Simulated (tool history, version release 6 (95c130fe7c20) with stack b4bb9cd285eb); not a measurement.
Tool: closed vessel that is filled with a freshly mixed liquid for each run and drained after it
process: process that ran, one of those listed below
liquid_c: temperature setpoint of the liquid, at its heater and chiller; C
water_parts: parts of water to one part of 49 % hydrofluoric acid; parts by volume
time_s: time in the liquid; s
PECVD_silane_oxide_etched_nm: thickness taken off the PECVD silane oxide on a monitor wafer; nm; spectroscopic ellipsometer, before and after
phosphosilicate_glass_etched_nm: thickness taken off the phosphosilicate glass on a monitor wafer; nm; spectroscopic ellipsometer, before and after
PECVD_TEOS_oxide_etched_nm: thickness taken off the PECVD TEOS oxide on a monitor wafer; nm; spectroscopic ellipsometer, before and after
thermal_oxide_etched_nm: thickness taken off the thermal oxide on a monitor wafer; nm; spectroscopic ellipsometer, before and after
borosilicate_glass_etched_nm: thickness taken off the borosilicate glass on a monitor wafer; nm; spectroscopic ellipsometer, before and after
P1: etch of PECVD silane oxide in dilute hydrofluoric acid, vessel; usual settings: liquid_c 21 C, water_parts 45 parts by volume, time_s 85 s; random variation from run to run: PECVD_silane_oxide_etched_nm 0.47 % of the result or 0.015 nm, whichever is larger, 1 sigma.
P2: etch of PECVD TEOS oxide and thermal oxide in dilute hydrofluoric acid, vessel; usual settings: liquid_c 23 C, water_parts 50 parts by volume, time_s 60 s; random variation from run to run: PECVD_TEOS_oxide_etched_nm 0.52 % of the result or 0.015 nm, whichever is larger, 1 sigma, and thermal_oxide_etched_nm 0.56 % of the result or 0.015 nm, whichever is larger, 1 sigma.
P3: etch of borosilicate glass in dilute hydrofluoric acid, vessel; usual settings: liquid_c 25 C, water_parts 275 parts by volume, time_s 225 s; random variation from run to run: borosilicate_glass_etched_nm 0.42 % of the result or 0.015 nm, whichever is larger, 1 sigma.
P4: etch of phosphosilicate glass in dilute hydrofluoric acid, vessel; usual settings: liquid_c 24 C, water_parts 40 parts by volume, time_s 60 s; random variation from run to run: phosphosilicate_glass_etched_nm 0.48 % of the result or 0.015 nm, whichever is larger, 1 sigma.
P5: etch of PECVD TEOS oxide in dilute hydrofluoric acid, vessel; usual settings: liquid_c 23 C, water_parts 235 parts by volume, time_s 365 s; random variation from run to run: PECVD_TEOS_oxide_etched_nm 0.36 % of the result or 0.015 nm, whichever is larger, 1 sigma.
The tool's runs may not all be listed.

run   hour  process  liquid_c  water_parts  time_s  PECVD_silane_oxide_etched_nm  phosphosilicate_glass_etched_nm  PECVD_TEOS_oxide_etched_nm  thermal_oxide_etched_nm  borosilicate_glass_etched_nm
  1    2.5       P1        21           45      85                       26.4360
  2    5.3       P1        21           45      85                       26.4950
  3    7.6       P4        24           40      60                                                        140.490
  4   12.1       P1        21           45      85                       26.4950
  5   15.9       P1        21           45      30                        9.3039
  6   19.1       P5        23          235     585                                                                                    54.5670
  7   23.9       P1        17           45      85                       22.2210
  8   28.4       P2        23           70      60                                                                                     7.8984                   4.3802
  9   32.7       P5        23           50     365                                                                                   197.8800
 10   37.3       P1        21           20      85                       61.2640
 11   39.7       P1        21           45      85                       26.5650
 12   44.8       P1        21           45      85                       26.5000
 13   47.6       P5        17          235     365                                                                                    27.0880
 14   52.5       P5        23          235     365                                                                                    33.7740
 15   55.6       P2        23           50      30                                                                                     5.6902                   3.1697
 16   58.5       P4        24           40      60                                                        141.320
 17   62.5       P1        21           45     165                       51.3410
 18   66.6       P2        23           50      60                                                                                    11.3950                   6.3782
 19   69.0       P3        25          275     225                                                                                                                                           15.5420
 20   72.3       P4        24           40      30                                                         70.228
 21   76.5       P3        25          505     225                                                                                                                                            6.8923
 22   81.5       P1        28           75      85                       20.4890
 23   85.7       P3        25          275      30                                                                                                                                            2.0773
 24   90.7       P4        24           20      60                                                        290.220
 25   95.7       P3        30          275     225                                                                                                                                           18.2320
 26   99.1       P1        21           65      85                       17.8690
 27  101.6       P3        25          275     225                                                                                                                                           15.6000
 28  106.2       P1        27           45      85                       33.9230
 29  109.4       P4        32           40      60                                                        193.900
 30  114.3       P2        29           50      60                                                                                    14.6000                   8.1100
 31  117.3       P2        23           50      60                                                                                    11.3250                   6.3139
 32  120.3       P1        21           45      85                       26.5340
 33  124.7       P1        21           45      85                       27.0540
 34  127.2       P1        21           45      85                       27.6940
 35  131.9       P1        21           45      85                       27.9870
 36  135.0       P1        21           45      85                       28.0610
 37  138.4       P1        21           45      85                       28.0330
 38  142.3       P1        21           45      85                       27.9910

What P1 gives has crept away from where it was. These 2 causes fit the log equally well, each at the size given:
A: liquid hotter than its thermometer reads (K) = 1.39
B: hydrofluoric acid flow above the setpoint (%) = 5.7
The creep began at about hour 120.3.

4 check runs are offered, each on 5 wafers whose results are averaged, their results left as question marks. Which one tells the causes apart?
check 1  146.2       P3        25          465      45                                                                                                                                                 ?
check 2  146.2       P5        23           55     365                                                                                          ?
check 3  146.2       P2        23           70      60                                                                                          ?                        ?
check 4  146.2       P4        29           40      60                                                              ?

What each check would give under each cause:
  check                           result      if A      if B
check 1     borosilicate_glass_etched_nm    1.6050    1.6610
check 2       PECVD_TEOS_oxide_etched_nm  188.6400  189.0500
check 3       PECVD_TEOS_oxide_etched_nm    8.3649    8.3955
check 3          thermal_oxide_etched_nm    4.6718    4.6889
check 4  phosphosilicate_glass_etched_nm   182.300   182.950
How far apart the two closest causes lie, in the result that separates them most: check 1 3.43 %; check 2 0.22 %; check 3 0.37 %; check 4 0.36 %
Only check 1 tells the causes apart: in the others they would give nearly the same result.

Check 1 was then run and gave: borosilicate_glass_etched_nm 1.6014 nm. Which cause is it?

It is A: liquid hotter than its thermometer reads (K).
